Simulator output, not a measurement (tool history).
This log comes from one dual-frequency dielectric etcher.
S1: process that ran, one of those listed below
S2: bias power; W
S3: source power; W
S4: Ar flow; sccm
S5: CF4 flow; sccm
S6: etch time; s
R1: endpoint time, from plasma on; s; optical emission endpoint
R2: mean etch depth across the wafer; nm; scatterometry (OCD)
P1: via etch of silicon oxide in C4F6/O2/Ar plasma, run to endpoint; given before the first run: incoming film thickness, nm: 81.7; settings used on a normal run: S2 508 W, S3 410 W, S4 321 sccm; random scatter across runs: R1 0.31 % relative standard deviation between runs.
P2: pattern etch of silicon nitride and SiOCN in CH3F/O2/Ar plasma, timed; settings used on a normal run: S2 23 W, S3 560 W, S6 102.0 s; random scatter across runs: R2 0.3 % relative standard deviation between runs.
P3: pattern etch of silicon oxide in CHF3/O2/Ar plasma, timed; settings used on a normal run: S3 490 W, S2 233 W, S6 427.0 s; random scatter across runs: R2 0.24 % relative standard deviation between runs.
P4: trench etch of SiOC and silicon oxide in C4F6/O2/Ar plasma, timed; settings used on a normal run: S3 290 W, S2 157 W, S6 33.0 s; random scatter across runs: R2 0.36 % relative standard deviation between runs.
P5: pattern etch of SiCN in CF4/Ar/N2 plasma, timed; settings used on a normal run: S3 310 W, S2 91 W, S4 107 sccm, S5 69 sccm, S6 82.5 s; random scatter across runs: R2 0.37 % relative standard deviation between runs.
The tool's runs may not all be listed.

Run 1, hour 3.8: S1 P1, S2 508 W, S3 410 W, S4 321 sccm. Result: R1 18.299 s.
Run 2, hour 10.7: S1 P5, S2 122 W, S3 310 W, S4 107 sccm, S5 69 sccm, S6 82.5 s. Result: R2 62.3340 nm.
Run 3, hour 17.6: S1 P4, S2 157 W, S3 290 W, S6 18.0 s. Result: R2 29.6260 nm.
Run 4, hour 24.2: S1 P3, S2 153 W, S3 490 W, S6 427.0 s. Result: R2 743.5600 nm.
Run 5, hour 30.9: S1 P3, S2 233 W, S3 490 W, S6 427.0 s. Result: R2 859.8200 nm.
Run 6, hour 37.4: S1 P2, S2 23 W, S3 560 W, S6 102.0 s. Result: R2 14.9990 nm.
Run 7, hour 41.9: S1 P1, S2 508 W, S3 410 W, S4 321 sccm. Result: R1 18.289 s.
Run 8, hour 48.8: S1 P4, S2 157 W, S3 290 W, S6 33.0 s. Result: R2 54.1150 nm.
Run 9, hour 51.8: S1 P5, S2 91 W, S3 230 W, S4 107 sccm, S5 69 sccm, S6 82.5 s. Result: R2 43.0480 nm.
Run 10, hour 58.0: S1 P3, S2 233 W, S3 650 W, S6 427.0 s. Result: R2 953.9500 nm.
Run 11, hour 63.3: S1 P4, S2 219 W, S3 290 W, S6 33.0 s. Result: R2 60.5720 nm.
Run 12, hour 69.1: S1 P4, S2 157 W, S3 240 W, S6 33.0 s. Result: R2 50.2240 nm.
Run 13, hour 73.5: S1 P4, S2 157 W, S3 290 W, S6 33.0 s. Result: R2 54.3070 nm.
Run 14, hour 78.9: S1 P1, S2 508 W, S3 250 W, S4 321 sccm. Result: R1 21.964 s.
Run 15, hour 85.3: S1 P1, S2 508 W, S3 410 W, S4 240 sccm. Result: R1 17.664 s.
At hour 89.0: wet clean of the chamber.
Run 16, hour 90.3: S1 P1, S2 508 W, S3 410 W, S4 390 sccm. Result: R1 18.579 s.
Run 17, hour 94.2: S1 P5, S2 91 W, S3 310 W, S4 107 sccm, S5 69 sccm, S6 82.5 s. Result: R2 55.3160 nm.
Run 18, hour 100.1: S1 P1, S2 508 W, S3 410 W, S4 321 sccm. Result: R1 18.219 s.
Run 19, hour 103.7: S1 P1, S2 508 W, S3 410 W, S4 321 sccm. Result: R1 18.174 s.
Run 20, hour 107.5: S1 P5, S2 91 W, S3 310 W, S4 107 sccm, S5 52 sccm, S6 82.5 s. Result: R2 53.3120 nm.
Run 21, hour 112.0: S1 P1, S2 508 W, S3 410 W, S4 321 sccm. Result: R1 18.215 s.
Run 22, hour 118.5: S1 P2, S2 23 W, S3 770 W, S6 102.0 s. Result: R2 16.7600 nm.
Run 23, hour 123.7: S1 P1, S2 610 W, S3 410 W, S4 321 sccm. Result: R1 17.009 s.
Run 24, hour 130.3: S1 P3, S2 233 W, S3 490 W, S6 322.0 s. Result: R2 646.2700 nm.
Run 25, hour 137.2: S1 P1, S2 610 W, S3 270 W, S4 321 sccm. Result: R1 19.741 s.
At hour 141.4: source power generator calibrated.
Run 26, hour 141.5: S1 P2, S2 23 W, S3 560 W, S6 59.0 s. Result: R2 8.6706 nm.
Run 27, hour 146.0: S1 P3, S2 233 W, S3 490 W, S6 427.0 s. Result: R2 859.4800 nm.
Run 28, hour 152.1: S1 P1, S2 508 W, S3 410 W, S4 321 sccm. Result: R1 18.199 s.
Run 29, hour 155.5: S1 P1, S2 399 W, S3 410 W, S4 321 sccm. Result: R1 19.839 s.
Run 30, hour 161.8: S1 P1, S2 508 W, S3 530 W, S4 321 sccm. Result: R1 16.599 s.
Run 31, hour 168.6: S1 P5, S2 91 W, S3 310 W, S4 107 sccm, S5 69 sccm, S6 57.5 s. Result: R2 38.7160 nm.
Run 32, hour 173.3: S1 P5, S2 91 W, S3 310 W, S4 131 sccm, S5 69 sccm, S6 82.5 s. Result: R2 53.9560 nm.
Run 33, hour 177.3: S1 P2, S2 28 W, S3 560 W, S6 102.0 s. Result: R2 16.3010 nm.
Run 34, hour 184.0: S1 P1, S2 635 W, S3 330 W, S4 321 sccm. Result: R1 18.107 s.
Run 35, hour 190.4: S1 P1, S2 508 W, S3 410 W, S4 321 sccm. Result: R1 18.151 s.
Run 36, hour 194.2: S1 P1, S2 508 W, S3 410 W, S4 321 sccm. Result: R1 18.351 s.
Run 37, hour 198.8: S1 P1, S2 508 W, S3 410 W, S4 321 sccm. Result: R1 18.391 s.
Run 38, hour 203.1: S1 P1, S2 508 W, S3 410 W, S4 321 sccm. Result: R1 18.489 s.
Run 39, hour 207.2: S1 P1, S2 508 W, S3 410 W, S4 321 sccm. Result: R1 18.342 s.
At hour 211.6: wet clean of the chamber.
Run 40, hour 212.0: S1 P1, S2 508 W, S3 410 W, S4 321 sccm. Result: R1 18.450 s.
Run 41, hour 217.3: S1 P1, S2 508 W, S3 410 W, S4 321 sccm. Result: R1 18.439 s.
Run 42, hour 224.1: S1 P1, S2 508 W, S3 410 W, S4 321 sccm. Result: R1 18.525 s.
Run 43, hour 230.5: S1 P1, S2 508 W, S3 410 W, S4 321 sccm. Result: R1 18.508 s.
Run 44, hour 235.2: S1 P1, S2 508 W, S3 410 W, S4 321 sccm. Result: R1 18.580 s.
Run 45, hour 240.0: S1 P1, S2 508 W, S3 410 W, S4 321 sccm. Result: R1 18.612 s.

Something has made what P1 gives creep away from where it was; the 2 causes below, each at its own stated size, fit the log equally well:
A: source power that arrives under what is set, % = 4.55
B: bias power that arrives under what is set, % = 4.5
The onset of the drift is placed at about hour 190.4.
Every other cause this tool's parts could produce, and why it does not fit the log:
chamber walls in a state that lowers the etch rate, %: serviced at hour 211.6, after the change had begun; the process did not return to its earlier output
Ar flow that arrives over what is set, %: limited to 8, which would change R1 by +0.9 %, either short of the creep or opposite in sign

Which of the 4 check runs listed below, each an average over 2 wafers with its results shown as question marks, gives clearly different results under the different listed causes?
Run check 1, hour 244.8: S1 P2, S2 23 W, S3 560 W, S6 102.0 s. Result: R2 ?.
Run check 2, hour 244.8: S1 P3, S2 233 W, S3 490 W, S6 427.0 s. Result: R2 ?.
Run check 3, hour 244.8: S1 P4, S2 157 W, S3 290 W, S6 33.0 s. Result: R2 ?.
Run check 4, hour 244.8: S1 P5, S2 91 W, S3 310 W, S4 107 sccm, S5 69 sccm, S6 82.5 s. Result: R2 ?.

What each check would give under each cause:
  check  result      if A      if B
check 1      R2   14.7300   14.6740
check 2      R2  844.2400  845.1600
check 3      R2   53.4080   53.6070
check 4      R2   53.3860   54.6420
How far apart the two closest causes lie, in the result that separates them most: check 1 0.38 %; check 2 0.11 %; check 3 0.37 %; check 4 2.32 %
Check 4 tells the causes apart: in the others they would give nearly the same result.

Here is what check 4 returned: R2 54.7500 nm. Which cause is it?

The correct cause is B, namely: bias power that arrives under what is set, %.

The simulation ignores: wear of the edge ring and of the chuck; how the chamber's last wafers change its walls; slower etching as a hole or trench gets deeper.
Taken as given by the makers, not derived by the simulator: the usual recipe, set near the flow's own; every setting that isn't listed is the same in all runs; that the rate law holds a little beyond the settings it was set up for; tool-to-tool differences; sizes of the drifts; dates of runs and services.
